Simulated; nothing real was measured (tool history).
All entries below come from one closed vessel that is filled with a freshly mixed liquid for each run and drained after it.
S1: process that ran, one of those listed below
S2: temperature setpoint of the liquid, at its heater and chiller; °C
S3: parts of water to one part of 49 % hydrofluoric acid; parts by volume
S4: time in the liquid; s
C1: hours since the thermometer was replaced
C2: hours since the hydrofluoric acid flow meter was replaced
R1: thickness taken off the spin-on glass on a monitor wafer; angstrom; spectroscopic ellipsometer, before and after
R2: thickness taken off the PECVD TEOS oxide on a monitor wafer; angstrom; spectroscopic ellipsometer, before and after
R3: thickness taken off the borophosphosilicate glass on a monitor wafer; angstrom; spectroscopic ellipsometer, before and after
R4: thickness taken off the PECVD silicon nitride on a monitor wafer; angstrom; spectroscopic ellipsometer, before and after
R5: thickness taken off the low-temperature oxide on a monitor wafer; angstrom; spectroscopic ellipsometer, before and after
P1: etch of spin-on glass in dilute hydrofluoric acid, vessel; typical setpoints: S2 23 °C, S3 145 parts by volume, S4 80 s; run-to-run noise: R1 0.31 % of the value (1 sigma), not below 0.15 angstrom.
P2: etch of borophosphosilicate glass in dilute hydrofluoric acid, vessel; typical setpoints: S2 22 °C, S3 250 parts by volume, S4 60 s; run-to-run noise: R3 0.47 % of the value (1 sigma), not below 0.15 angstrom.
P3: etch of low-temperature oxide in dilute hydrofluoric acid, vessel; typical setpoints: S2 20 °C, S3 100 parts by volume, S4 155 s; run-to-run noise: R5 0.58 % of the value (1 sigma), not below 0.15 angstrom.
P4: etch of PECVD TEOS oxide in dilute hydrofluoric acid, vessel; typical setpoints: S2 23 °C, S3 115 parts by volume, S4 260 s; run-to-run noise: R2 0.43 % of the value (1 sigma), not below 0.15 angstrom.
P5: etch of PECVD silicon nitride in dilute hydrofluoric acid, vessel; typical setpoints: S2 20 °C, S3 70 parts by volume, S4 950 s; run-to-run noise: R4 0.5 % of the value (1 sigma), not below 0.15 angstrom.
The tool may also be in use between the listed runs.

Run 1, day 0.25: S1 P1, S2 23 °C, S3 145 parts by volume, S4 80 s; C1 430.4; C2 85.4. Result: R1 222.67 angstrom.
Run 2, day 0.392: S1 P4, S2 23 °C, S3 180 parts by volume, S4 260 s; C1 433.8; C2 88.8. Result: R2 116.29 angstrom.
Run 3, day 0.633: S1 P1, S2 17 °C, S3 145 parts by volume, S4 125 s; C1 439.6; C2 94.6. Result: R1 273.74 angstrom.
Run 4, day 0.825: S1 P2, S2 22 °C, S3 250 parts by volume, S4 60 s; C1 444.2; C2 99.2. Result: R3 57.533 angstrom.
Run 5, day 1.038: S1 P1, S2 23 °C, S3 145 parts by volume, S4 30 s; C1 449.3; C2 104.3. Result: R1 83.547 angstrom.
Run 6, day 1.183: S1 P5, S2 20 °C, S3 70 parts by volume, S4 1555 s; C1 452.8; C2 107.8. Result: R4 644.64 angstrom.
Run 7, day 1.375: S1 P5, S2 17 °C, S3 70 parts by volume, S4 950 s; C1 457.4; C2 112.4. Result: R4 316.66 angstrom.
Run 8, day 1.658: S1 P1, S2 23 °C, S3 75 parts by volume, S4 80 s; C1 464.2; C2 119.2. Result: R1 469.04 angstrom.
Run 9, day 1.817: S1 P3, S2 20 °C, S3 100 parts by volume, S4 250 s; C1 468; C2 123. Result: R5 301.02 angstrom.
Run 10, day 1.979: S1 P1, S2 23 °C, S3 145 parts by volume, S4 135 s; C1 471.9; C2 126.9. Result: R1 374.72 angstrom.
Run 11, day 2.108: S1 P1, S2 23 °C, S3 145 parts by volume, S4 80 s; C1 475; C2 130. Result: R1 221.62 angstrom.
Run 12, day 2.246: S1 P5, S2 20 °C, S3 70 parts by volume, S4 950 s; C1 478.3; C2 133.3. Result: R4 392.59 angstrom.
Run 13, day 2.529: S1 P3, S2 17 °C, S3 100 parts by volume, S4 155 s; C1 485.1; C2 140.1. Result: R5 164.83 angstrom.
Run 14, day 2.729: S1 P4, S2 28 °C, S3 115 parts by volume, S4 260 s; C1 489.9; C2 144.9. Result: R2 236.97 angstrom.
Run 15, day 2.925: S1 P1, S2 23 °C, S3 145 parts by volume, S4 80 s; C1 494.6; C2 149.6. Result: R1 222.62 angstrom.
Run 16, day 3.092: S1 P4, S2 23 °C, S3 115 parts by volume, S4 260 s; C1 498.6; C2 153.6. Result: R2 195.15 angstrom.
Run 17, day 3.229: S1 P1, S2 17 °C, S3 145 parts by volume, S4 80 s; C1 501.9; C2 156.9. Result: R1 175.09 angstrom.
Run 18, day 3.5: S1 P2, S2 17 °C, S3 250 parts by volume, S4 60 s; C1 508.4; C2 163.4. Result: R3 47.406 angstrom.
Run 19, day 3.667: S1 P3, S2 20 °C, S3 40 parts by volume, S4 155 s; C1 512.4; C2 167.4. Result: R5 501.14 angstrom.
Run 20, day 3.842: S1 P1, S2 23 °C, S3 145 parts by volume, S4 80 s; C1 516.6; C2 171.6. Result: R1 223.1 angstrom.
Run 21, day 4.054: S1 P5, S2 20 °C, S3 120 parts by volume, S4 950 s; C1 521.7; C2 176.7. Result: R4 234.12 angstrom.
Run 22, day 4.2: S1 P3, S2 20 °C, S3 100 parts by volume, S4 155 s; C1 525.2; C2 180.2. Result: R5 186.45 angstrom.
Run 23, day 4.421: S1 P2, S2 22 °C, S3 250 parts by volume, S4 115 s; C1 530.5; C2 185.5. Result: R3 109 angstrom.
At day 4.5: hydrofluoric acid flow meter replaced.
Run 24, day 4.633: S1 P4, S2 23 °C, S3 115 parts by volume, S4 510 s; C1 535.6; C2 3.2. Result: R2 383 angstrom.
Run 25, day 4.758: S1 P1, S2 27 °C, S3 145 parts by volume, S4 80 s; C1 538.6; C2 6.2. Result: R1 259.79 angstrom.
Run 26, day 4.921: S1 P3, S2 20 °C, S3 100 parts by volume, S4 155 s; C1 542.5; C2 10.1. Result: R5 187.88 angstrom.
Run 27, day 5.129: S1 P1, S2 23 °C, S3 145 parts by volume, S4 80 s; C1 547.5; C2 15.1. Result: R1 222.56 angstrom.
Run 28, day 5.4: S1 P1, S2 23 °C, S3 230 parts by volume, S4 80 s; C1 554; C2 21.6. Result: R1 127.88 angstrom.
Run 29, day 5.6: S1 P2, S2 22 °C, S3 250 parts by volume, S4 60 s; C1 558.8; C2 26.4. Result: R3 57.072 angstrom.
Run 30, day 5.746: S1 P2, S2 22 °C, S3 105 parts by volume, S4 60 s; C1 562.3; C2 29.9. Result: R3 157.47 angstrom.
Run 31, day 5.954: S1 P5, S2 20 °C, S3 70 parts by volume, S4 950 s; C1 567.3; C2 34.9. Result: R4 392.49 angstrom.
Run 32, day 6.212: S1 P4, S2 23 °C, S3 115 parts by volume, S4 260 s; C1 573.5; C2 41.1. Result: R2 196.05 angstrom.
Run 33, day 6.45: S1 P1, S2 23 °C, S3 145 parts by volume, S4 80 s; C1 579.2; C2 46.8. Result: R1 222.81 angstrom.
Run 34, day 6.629: S1 P1, S2 23 °C, S3 145 parts by volume, S4 80 s; C1 583.5; C2 51.1. Result: R1 221.93 angstrom.
Run 35, day 6.788: S1 P1, S2 23 °C, S3 145 parts by volume, S4 80 s; C1 587.3; C2 54.9. Result: R1 227.2 angstrom.
Run 36, day 7.012: S1 P1, S2 23 °C, S3 145 parts by volume, S4 80 s; C1 592.7; C2 60.3. Result: R1 231.65 angstrom.
Run 37, day 7.288: S1 P1, S2 23 °C, S3 145 parts by volume, S4 80 s; C1 599.3; C2 66.9. Result: R1 234.68 angstrom.
Run 38, day 7.417: S1 P1, S2 23 °C, S3 145 parts by volume, S4 80 s; C1 602.4; C2 70. Result: R1 235.45 angstrom.
Run 39, day 7.638: S1 P1, S2 23 °C, S3 145 parts by volume, S4 80 s; C1 607.7; C2 75.3. Result: R1 236.58 angstrom.
Run 40, day 7.788: S1 P1, S2 23 °C, S3 145 parts by volume, S4 80 s; C1 611.3; C2 78.9. Result: R1 237.61 angstrom.
Run 41, day 8.038: S1 P1, S2 23 °C, S3 145 parts by volume, S4 80 s; C1 617.3; C2 84.9. Result: R1 238.22 angstrom.
Run 42, day 8.275: S1 P1, S2 23 °C, S3 145 parts by volume, S4 80 s; C1 623; C2 90.6. Result: R1 238.48 angstrom.

What P1 gives has crept off from where it sat before. The 2 causes that follow fit the log equally well, each at the size noted:
A: hydrofluoric acid flow above the setpoint (%) = 6.03
B: liquid hotter than its thermometer reads (K) = 1.77
The creep began at about day 6.629.

Below are 4 check runs, each on a single wafer, with their results shown as question marks. Which of them would tell the listed causes apart, meaning the causes would give clearly different results under it?
Run check 1, day 8.512: S1 P3, S2 20 °C, S3 100 parts by volume, S4 155 s. Result: R5 ?.
Run check 2, day 8.512: S1 P4, S2 23 °C, S3 115 parts by volume, S4 260 s. Result: R2 ?.
Run check 3, day 8.512: S1 P5, S2 20 °C, S3 70 parts by volume, S4 950 s. Result: R4 ?.
Run check 4, day 8.512: S1 P2, S2 22 °C, S3 250 parts by volume, S4 60 s. Result: R3 ?.

What each check would give under each cause:
  check  result    if A    if B
check 1      R5  199.89  201.33
check 2      R2  209.65  210.32
check 3      R4  416.62  444.18
check 4      R3  61.119  60.612
Gap, in per cent, between the two causes that each check separates least, read from the result that separates them most: check 1 0.72 %; check 2 0.32 %; check 3 6.4 %; check 4 0.83 %
Check 3 is the one run that separates the causes; every other check would come out nearly the same whichever cause is at work.

After running check 3, the following was obtained: R4 447.97 angstrom. Which cause does this point to?

It is B: liquid hotter than its thermometer reads (K).

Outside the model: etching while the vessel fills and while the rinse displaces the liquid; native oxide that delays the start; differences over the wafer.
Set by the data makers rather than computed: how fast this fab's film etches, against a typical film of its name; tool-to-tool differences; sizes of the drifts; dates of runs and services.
